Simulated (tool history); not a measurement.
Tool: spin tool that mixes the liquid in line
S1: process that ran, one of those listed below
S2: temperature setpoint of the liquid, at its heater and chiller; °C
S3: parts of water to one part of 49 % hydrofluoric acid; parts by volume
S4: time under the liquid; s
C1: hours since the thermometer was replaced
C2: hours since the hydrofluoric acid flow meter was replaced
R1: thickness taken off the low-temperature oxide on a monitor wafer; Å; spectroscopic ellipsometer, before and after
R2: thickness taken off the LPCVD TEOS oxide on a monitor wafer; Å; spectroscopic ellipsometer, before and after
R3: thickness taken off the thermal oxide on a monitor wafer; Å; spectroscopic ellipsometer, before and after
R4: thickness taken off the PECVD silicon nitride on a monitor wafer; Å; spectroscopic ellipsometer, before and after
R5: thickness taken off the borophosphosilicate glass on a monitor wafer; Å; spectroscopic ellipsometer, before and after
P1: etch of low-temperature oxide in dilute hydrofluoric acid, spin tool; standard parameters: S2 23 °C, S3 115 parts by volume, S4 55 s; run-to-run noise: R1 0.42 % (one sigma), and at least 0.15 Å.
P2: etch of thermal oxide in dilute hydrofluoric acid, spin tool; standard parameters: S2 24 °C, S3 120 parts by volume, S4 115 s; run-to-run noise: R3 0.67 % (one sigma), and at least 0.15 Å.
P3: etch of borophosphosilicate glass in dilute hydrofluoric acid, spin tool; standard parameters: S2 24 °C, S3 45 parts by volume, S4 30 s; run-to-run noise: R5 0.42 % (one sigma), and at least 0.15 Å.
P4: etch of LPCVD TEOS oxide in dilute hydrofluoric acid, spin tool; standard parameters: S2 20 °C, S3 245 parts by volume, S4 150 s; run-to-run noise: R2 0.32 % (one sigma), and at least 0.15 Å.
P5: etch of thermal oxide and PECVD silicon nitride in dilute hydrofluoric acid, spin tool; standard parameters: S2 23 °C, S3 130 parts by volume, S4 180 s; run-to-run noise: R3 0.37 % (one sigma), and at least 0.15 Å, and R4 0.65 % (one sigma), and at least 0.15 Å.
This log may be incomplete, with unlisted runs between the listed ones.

{"run": 1, "hour": 4.4, "S1": "P1", "S2": 23, "S3": 115, "S4": 55, "C1": 725.4, "C2": 389.4, "R1": 74.54}
{"run": 2, "hour": 8.0, "S1": "P4", "S2": 20, "S3": 245, "S4": 150, "C1": 729, "C2": 393, "R2": 149.74}
{"run": 3, "hour": 11.0, "S1": "P2", "S2": 30, "S3": 120, "S4": 115, "C1": 732, "C2": 396, "R3": 57.593}
{"run": 4, "hour": 16.3, "S1": "P2", "S2": 24, "S3": 120, "S4": 115, "C1": 737.3, "C2": 401.3, "R3": 46.328}
{"run": 5, "hour": 21.0, "S1": "P1", "S2": 23, "S3": 115, "S4": 55, "C1": 742, "C2": 406, "R1": 74.238}
{"run": 6, "hour": 26.5, "S1": "P5", "S2": 23, "S3": 130, "S4": 180, "C1": 747.5, "C2": 411.5, "R3": 57.053, "R4": 42.546}
{"run": 7, "hour": 30.1, "S1": "P1", "S2": 23, "S3": 160, "S4": 55, "C1": 751.1, "C2": 415.1, "R1": 51.08}
{"run": 8, "hour": 33.3, "S1": "P1", "S2": 23, "S3": 115, "S4": 55, "C1": 754.3, "C2": 418.3, "R1": 74.242}
{"run": 9, "hour": 38.5, "S1": "P4", "S2": 25.5, "S3": 245, "S4": 150, "C1": 759.5, "C2": 423.5, "R2": 183.76}
{"run": 10, "hour": 41.0, "S1": "P2", "S2": 24, "S3": 120, "S4": 20, "C1": 762, "C2": 426, "R3": 8.1078}
{"run": 11, "hour": 43.7, "S1": "P3", "S2": 24, "S3": 45, "S4": 30, "C1": 764.7, "C2": 428.7, "R5": 211.23}
{"run": 12, "hour": 48.6, "S1": "P1", "S2": 17, "S3": 115, "S4": 55, "C1": 769.6, "C2": 433.6, "R1": 58.603}
{"run": 13, "hour": 52.3, "S1": "P1", "S2": 23, "S3": 115, "S4": 95, "C1": 773.3, "C2": 437.3, "R1": 127.97}
{"run": 14, "hour": 55.0, "S1": "P1", "S2": 23, "S3": 115, "S4": 55, "C1": 776, "C2": 440, "R1": 74.841}
{"run": 15, "hour": 59.2, "S1": "P2", "S2": 24, "S3": 120, "S4": 115, "C1": 780.2, "C2": 444.2, "R3": 46.624}
{"hour": 63.0, "done": "thermometer replaced"}
{"run": 16, "hour": 63.0, "S1": "P1", "S2": 31, "S3": 115, "S4": 55, "C1": 0, "C2": 448, "R1": 100.64}
{"run": 17, "hour": 65.7, "S1": "P4", "S2": 20, "S3": 245, "S4": 150, "C1": 2.7, "C2": 450.7, "R2": 149.3}
{"run": 18, "hour": 69.5, "S1": "P3", "S2": 32, "S3": 45, "S4": 30, "C1": 6.5, "C2": 454.5, "R5": 291.58}
{"run": 19, "hour": 73.8, "S1": "P1", "S2": 23, "S3": 115, "S4": 55, "C1": 10.8, "C2": 458.8, "R1": 74.72}
{"run": 20, "hour": 76.5, "S1": "P4", "S2": 20, "S3": 245, "S4": 290, "C1": 13.5, "C2": 461.5, "R2": 290.18}
{"run": 21, "hour": 82.2, "S1": "P1", "S2": 23, "S3": 25, "S4": 55, "C1": 19.2, "C2": 467.2, "R1": 382.66}
{"run": 22, "hour": 86.2, "S1": "P4", "S2": 20, "S3": 115, "S4": 150, "C1": 23.2, "C2": 471.2, "R2": 364.49}
{"run": 23, "hour": 91.8, "S1": "P5", "S2": 23, "S3": 130, "S4": 15, "C1": 28.8, "C2": 476.8, "R3": 4.9025, "R4": 3.5958}
{"run": 24, "hour": 95.2, "S1": "P5", "S2": 27, "S3": 130, "S4": 180, "C1": 32.2, "C2": 480.2, "R3": 66.223, "R4": 55.009}
{"run": 25, "hour": 98.4, "S1": "P3", "S2": 24, "S3": 20, "S4": 30, "C1": 35.4, "C2": 483.4, "R5": 493.07}
{"run": 26, "hour": 103.7, "S1": "P1", "S2": 23, "S3": 115, "S4": 15, "C1": 40.7, "C2": 488.7, "R1": 20.003}
{"run": 27, "hour": 108.5, "S1": "P3", "S2": 24, "S3": 45, "S4": 55, "C1": 45.5, "C2": 493.5, "R5": 388.76}
{"run": 28, "hour": 111.0, "S1": "P2", "S2": 24, "S3": 180, "S4": 115, "C1": 48, "C2": 496, "R3": 28.965}
{"run": 29, "hour": 114.1, "S1": "P1", "S2": 23, "S3": 115, "S4": 55, "C1": 51.1, "C2": 499.1, "R1": 74.03}
{"run": 30, "hour": 118.7, "S1": "P1", "S2": 23, "S3": 185, "S4": 100, "C1": 55.7, "C2": 503.7, "R1": 77.268}
{"run": 31, "hour": 122.5, "S1": "P1", "S2": 17, "S3": 165, "S4": 55, "C1": 59.5, "C2": 507.5, "R1": 38.316}
{"run": 32, "hour": 127.8, "S1": "P5", "S2": 23, "S3": 50, "S4": 180, "C1": 64.8, "C2": 512.8, "R3": 164.61, "R4": 109.3}
{"run": 33, "hour": 130.6, "S1": "P1", "S2": 23, "S3": 115, "S4": 55, "C1": 67.6, "C2": 515.6, "R1": 74.241}
{"run": 34, "hour": 136.1, "S1": "P1", "S2": 23, "S3": 115, "S4": 55, "C1": 73.1, "C2": 521.1, "R1": 70.903}
{"run": 35, "hour": 139.6, "S1": "P1", "S2": 23, "S3": 115, "S4": 55, "C1": 76.6, "C2": 524.6, "R1": 69.555}
{"run": 36, "hour": 142.8, "S1": "P1", "S2": 23, "S3": 115, "S4": 55, "C1": 79.8, "C2": 527.8, "R1": 68.922}
{"run": 37, "hour": 147.5, "S1": "P1", "S2": 23, "S3": 115, "S4": 55, "C1": 84.5, "C2": 532.5, "R1": 68.514}
{"run": 38, "hour": 151.6, "S1": "P1", "S2": 23, "S3": 115, "S4": 55, "C1": 88.6, "C2": 536.6, "R1": 67.863}
{"run": 39, "hour": 156.4, "S1": "P1", "S2": 23, "S3": 115, "S4": 55, "C1": 93.4, "C2": 541.4, "R1": 67.728}
{"run": 40, "hour": 158.9, "S1": "P1", "S2": 23, "S3": 115, "S4": 55, "C1": 95.9, "C2": 543.9, "R1": 67.622}
{"run": 41, "hour": 163.3, "S1": "P1", "S2": 23, "S3": 115, "S4": 55, "C1": 100.3, "C2": 548.3, "R1": 67.776}
{"run": 42, "hour": 166.4, "S1": "P1", "S2": 23, "S3": 115, "S4": 55, "C1": 103.4, "C2": 551.4, "R1": 67.87}

P1 has crept away from where it was. The log is fitted equally well by each of these 2 causes, at the sizes shown:
A: liquid colder than its thermometer reads (K) = 2.43
B: hydrofluoric acid flow below the setpoint (%) = 8.15
The creep began at about hour 130.6.

4 check runs are offered, each on 5 wafers whose results are averaged, their results left as question marks. Which one tells the causes apart?
{"run": "check 1", "hour": 169.5, "S1": "P4", "S2": 20, "S3": 165, "S4": 245, "R2": "?"}
{"run": "check 2", "hour": 169.5, "S1": "P2", "S2": 29, "S3": 120, "S4": 30, "R3": "?"}
{"run": "check 3", "hour": 169.5, "S1": "P3", "S2": 31.5, "S3": 45, "S4": 50, "R5": "?"}
{"run": "check 4", "hour": 169.5, "S1": "P5", "S2": 23, "S3": 55, "S4": 15, "R3": "?", "R4": "?"}

Check results expected under each cause:
check=check_1 result=R2 if_A=356.95 if_B=355.95
check=check_2 result=R3 if_A=13.344 if_B=13.242
check=check_3 result=R5 if_A=432.25 if_B=434.09
check=check_4 result=R3 if_A=11.198 if_B=11.312
check=check_4 result=R4 if_A=7.0556 if_B=7.6661
Minimum pairwise separation of causes per check, each pair taken at its best-separating result: check 1 0.28 %; check 2 0.77 %; check 3 0.43 %; check 4 8.3 %
Of the check runs offered, only check 4 discriminates between the causes; the rest would read about the same regardless of which cause applies.

With check 4 done, the readings were: R3 11.253 Å; R4 7.7033 Å. Identify which of the listed causes applies.

B is the cause: hydrofluoric acid flow below the setpoint (%).
